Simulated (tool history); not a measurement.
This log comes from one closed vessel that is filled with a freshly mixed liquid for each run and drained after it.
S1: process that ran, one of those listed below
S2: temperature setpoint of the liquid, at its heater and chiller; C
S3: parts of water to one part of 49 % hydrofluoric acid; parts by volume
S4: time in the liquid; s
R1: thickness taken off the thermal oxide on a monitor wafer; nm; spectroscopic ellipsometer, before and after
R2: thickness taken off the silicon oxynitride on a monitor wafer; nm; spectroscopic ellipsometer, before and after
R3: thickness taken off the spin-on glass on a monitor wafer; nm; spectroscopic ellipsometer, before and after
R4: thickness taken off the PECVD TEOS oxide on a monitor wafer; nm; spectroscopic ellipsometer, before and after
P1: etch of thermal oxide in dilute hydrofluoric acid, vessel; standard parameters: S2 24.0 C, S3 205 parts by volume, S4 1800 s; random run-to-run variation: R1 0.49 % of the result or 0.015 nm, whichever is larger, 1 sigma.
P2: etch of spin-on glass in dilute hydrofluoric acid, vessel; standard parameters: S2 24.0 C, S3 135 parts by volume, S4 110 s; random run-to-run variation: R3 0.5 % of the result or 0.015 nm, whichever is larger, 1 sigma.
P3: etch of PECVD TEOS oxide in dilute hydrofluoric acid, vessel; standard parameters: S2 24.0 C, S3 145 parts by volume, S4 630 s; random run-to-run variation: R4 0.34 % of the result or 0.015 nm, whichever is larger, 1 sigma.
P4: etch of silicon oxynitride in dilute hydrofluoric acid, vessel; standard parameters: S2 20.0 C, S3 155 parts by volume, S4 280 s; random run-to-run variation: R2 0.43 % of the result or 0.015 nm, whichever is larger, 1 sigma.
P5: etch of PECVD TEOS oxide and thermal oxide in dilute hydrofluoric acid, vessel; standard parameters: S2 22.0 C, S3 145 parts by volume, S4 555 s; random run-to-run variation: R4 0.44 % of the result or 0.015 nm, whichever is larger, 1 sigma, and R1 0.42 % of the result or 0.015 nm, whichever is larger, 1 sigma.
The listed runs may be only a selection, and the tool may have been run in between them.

{"run": 1, "day": 0.208, "S1": "P1", "S2": 24.0, "S3": 205, "S4": 1800, "R1": 36.931}
{"run": 2, "day": 0.329, "S1": "P1", "S2": 17.0, "S3": 290, "S4": 1800, "R1": 18.307}
{"run": 3, "day": 0.454, "S1": "P4", "S2": 27.5, "S3": 155, "S4": 280, "R2": 6.7468}
{"run": 4, "day": 0.654, "S1": "P2", "S2": 24.0, "S3": 135, "S4": 110, "R3": 51.252}
{"run": 5, "day": 0.746, "S1": "P3", "S2": 24.0, "S3": 145, "S4": 55, "R4": 3.3441}
{"run": 6, "day": 0.917, "S1": "P1", "S2": 24.0, "S3": 120, "S4": 1800, "R1": 69.068}
{"run": 7, "day": 1.008, "S1": "P1", "S2": 24.0, "S3": 205, "S4": 1800, "R1": 36.604}
{"run": 8, "day": 1.129, "S1": "P5", "S2": 22.0, "S3": 145, "S4": 555, "R1": 15.372, "R4": 60.543}
{"run": 9, "day": 1.288, "S1": "P1", "S2": 32.0, "S3": 205, "S4": 1800, "R1": 48.767}
{"run": 10, "day": 1.492, "S1": "P2", "S2": 24.0, "S3": 215, "S4": 110, "R3": 29.544}
{"run": 11, "day": 1.7, "S1": "P3", "S2": 19.5, "S3": 145, "S4": 630, "R4": 32.443}
{"run": 12, "day": 1.888, "S1": "P4", "S2": 20.0, "S3": 55, "S4": 280, "R2": 14.663}
{"run": 13, "day": 2.004, "S1": "P1", "S2": 24.0, "S3": 305, "S4": 1800, "R1": 22.306}
{"run": 14, "day": 2.15, "S1": "P5", "S2": 26.0, "S3": 145, "S4": 555, "R1": 18.008, "R4": 70.538}
{"run": 15, "day": 2.312, "S1": "P5", "S2": 22.0, "S3": 255, "S4": 555, "R1": 7.7596, "R4": 30.931}
{"run": 16, "day": 2.512, "S1": "P1", "S2": 24.0, "S3": 205, "S4": 2765, "R1": 56.705}
{"run": 17, "day": 2.654, "S1": "P1", "S2": 24.0, "S3": 205, "S4": 1800, "R1": 36.925}
{"run": 18, "day": 2.775, "S1": "P4", "S2": 20.0, "S3": 155, "S4": 100, "R2": 1.716}
{"run": 19, "day": 2.979, "S1": "P2", "S2": 18.5, "S3": 135, "S4": 110, "R3": 40.976}
{"run": 20, "day": 3.096, "S1": "P3", "S2": 24.0, "S3": 260, "S4": 630, "R4": 19.076}
{"run": 21, "day": 3.296, "S1": "P2", "S2": 24.0, "S3": 135, "S4": 170, "R3": 78.629}
{"run": 22, "day": 3.454, "S1": "P1", "S2": 24.0, "S3": 205, "S4": 1800, "R1": 36.865}
{"run": 23, "day": 3.554, "S1": "P1", "S2": 18.0, "S3": 205, "S4": 1800, "R1": 29.179}
{"run": 24, "day": 3.733, "S1": "P3", "S2": 24.0, "S3": 145, "S4": 630, "R4": 38.699}
{"run": 25, "day": 3.862, "S1": "P5", "S2": 22.0, "S3": 145, "S4": 555, "R1": 15.482, "R4": 60.668}
{"run": 26, "day": 3.962, "S1": "P5", "S2": 22.0, "S3": 145, "S4": 1090, "R1": 30.159, "R4": 119.64}
{"run": 27, "day": 4.092, "S1": "P1", "S2": 24.0, "S3": 65, "S4": 2605, "R1": 197.23}
{"run": 28, "day": 4.192, "S1": "P1", "S2": 24.0, "S3": 205, "S4": 1000, "R1": 20.424}
{"run": 29, "day": 4.308, "S1": "P3", "S2": 24.0, "S3": 145, "S4": 630, "R4": 38.906}
{"run": 30, "day": 4.412, "S1": "P1", "S2": 24.0, "S3": 205, "S4": 1800, "R1": 36.532}
{"run": 31, "day": 4.604, "S1": "P4", "S2": 20.0, "S3": 155, "S4": 280, "R2": 4.7727}
{"run": 32, "day": 4.775, "S1": "P1", "S2": 24.0, "S3": 205, "S4": 1800, "R1": 37.199}
{"run": 33, "day": 4.983, "S1": "P1", "S2": 24.0, "S3": 205, "S4": 1800, "R1": 35.436}
{"run": 34, "day": 5.154, "S1": "P1", "S2": 24.0, "S3": 205, "S4": 1800, "R1": 34.693}

Run 35 is up next; what results do you expect?
{"run": 35, "day": 5.35, "S1": "P1", "S2": 24.0, "S3": 205, "S4": 1800, "R1": "?"}

Run 35 measured R1 34.6020 nm.

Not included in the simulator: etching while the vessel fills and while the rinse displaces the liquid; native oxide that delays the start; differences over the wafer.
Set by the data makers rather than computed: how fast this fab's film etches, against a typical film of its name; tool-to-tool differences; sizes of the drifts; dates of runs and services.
